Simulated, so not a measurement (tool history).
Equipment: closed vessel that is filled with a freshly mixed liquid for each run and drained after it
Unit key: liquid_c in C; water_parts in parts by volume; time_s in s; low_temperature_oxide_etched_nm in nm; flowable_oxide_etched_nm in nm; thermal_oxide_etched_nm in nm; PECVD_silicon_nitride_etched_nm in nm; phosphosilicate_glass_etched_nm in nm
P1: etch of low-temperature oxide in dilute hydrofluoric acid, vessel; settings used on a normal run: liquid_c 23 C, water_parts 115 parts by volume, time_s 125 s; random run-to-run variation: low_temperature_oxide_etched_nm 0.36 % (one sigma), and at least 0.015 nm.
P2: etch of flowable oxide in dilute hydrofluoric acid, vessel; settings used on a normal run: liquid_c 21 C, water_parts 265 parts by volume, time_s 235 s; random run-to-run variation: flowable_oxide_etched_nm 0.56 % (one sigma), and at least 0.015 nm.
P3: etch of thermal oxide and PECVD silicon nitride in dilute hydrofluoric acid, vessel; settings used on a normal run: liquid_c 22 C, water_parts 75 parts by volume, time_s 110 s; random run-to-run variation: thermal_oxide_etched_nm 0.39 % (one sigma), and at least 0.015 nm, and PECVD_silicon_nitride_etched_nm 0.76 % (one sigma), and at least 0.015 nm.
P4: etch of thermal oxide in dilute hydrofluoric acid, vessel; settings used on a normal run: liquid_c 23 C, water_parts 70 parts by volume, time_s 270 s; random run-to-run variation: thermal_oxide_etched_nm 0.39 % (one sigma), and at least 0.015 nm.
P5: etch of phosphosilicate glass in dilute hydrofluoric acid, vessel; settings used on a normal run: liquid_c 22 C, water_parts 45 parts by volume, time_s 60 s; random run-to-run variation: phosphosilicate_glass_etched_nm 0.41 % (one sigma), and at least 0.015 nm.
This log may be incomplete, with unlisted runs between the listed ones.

run,day,process,liquid_c,water_parts,time_s,low_temperature_oxide_etched_nm,flowable_oxide_etched_nm,thermal_oxide_etched_nm,PECVD_silicon_nitride_etched_nm,phosphosilicate_glass_etched_nm
1,0.554,P1,23,115,125,11.111,,,,
2,0.925,P2,21,65,235,,101.12,,,
3,1.212,P1,23,115,215,18.986,,,,
4,1.596,P1,23,55,125,24.954,,,,
# day 1.629: thermometer replaced
5,2.133,P3,22,75,210,,,12.743,6.1675,
6,2.633,P2,17,265,235,,17.37,,,
7,2.888,P4,17,70,270,,,13.801,,
8,3.175,P1,17,115,125,8.7124,,,,
9,3.654,P3,22,75,110,,,6.7006,3.2825,
10,4.146,P4,23,70,30,,,1.9705,,
11,4.583,P1,23,115,125,11.101,,,,
12,4.929,P1,23,115,125,11.113,,,,
13,5.317,P3,22,75,110,,,6.6893,3.2513,
14,5.8,P4,23,70,270,,,17.809,,
# day 5.992: hydrofluoric acid flow meter replaced
15,6.246,P5,29.5,45,60,,,,,169.77
16,6.779,P1,30,115,125,14.387,,,,
17,7.046,P1,23,185,125,6.327,,,,
18,7.475,P5,22,45,60,,,,,125.79
19,8,P3,26.5,75,110,,,8.0264,4.3279,
20,8.446,P1,23,115,125,11.057,,,,
21,8.754,P4,23,20,270,,,66.464,,
22,9.208,P5,22,70,60,,,,,77.459
23,9.733,P3,22,140,110,,,3.3517,1.7377,
24,10.096,P1,23,115,70,6.1521,,,,
25,10.375,P1,23,50,225,49.789,,,,
26,10.946,P2,21,265,30,,2.5999,,,
27,11.504,P2,21,265,235,,20.341,,,

Run 28, settings as shown, results not yet in. Your forecast:
28,12.033,P5,22,45,105,,,,,?

{"run 28": {"phosphosilicate_glass_etched_nm": 219.74}}
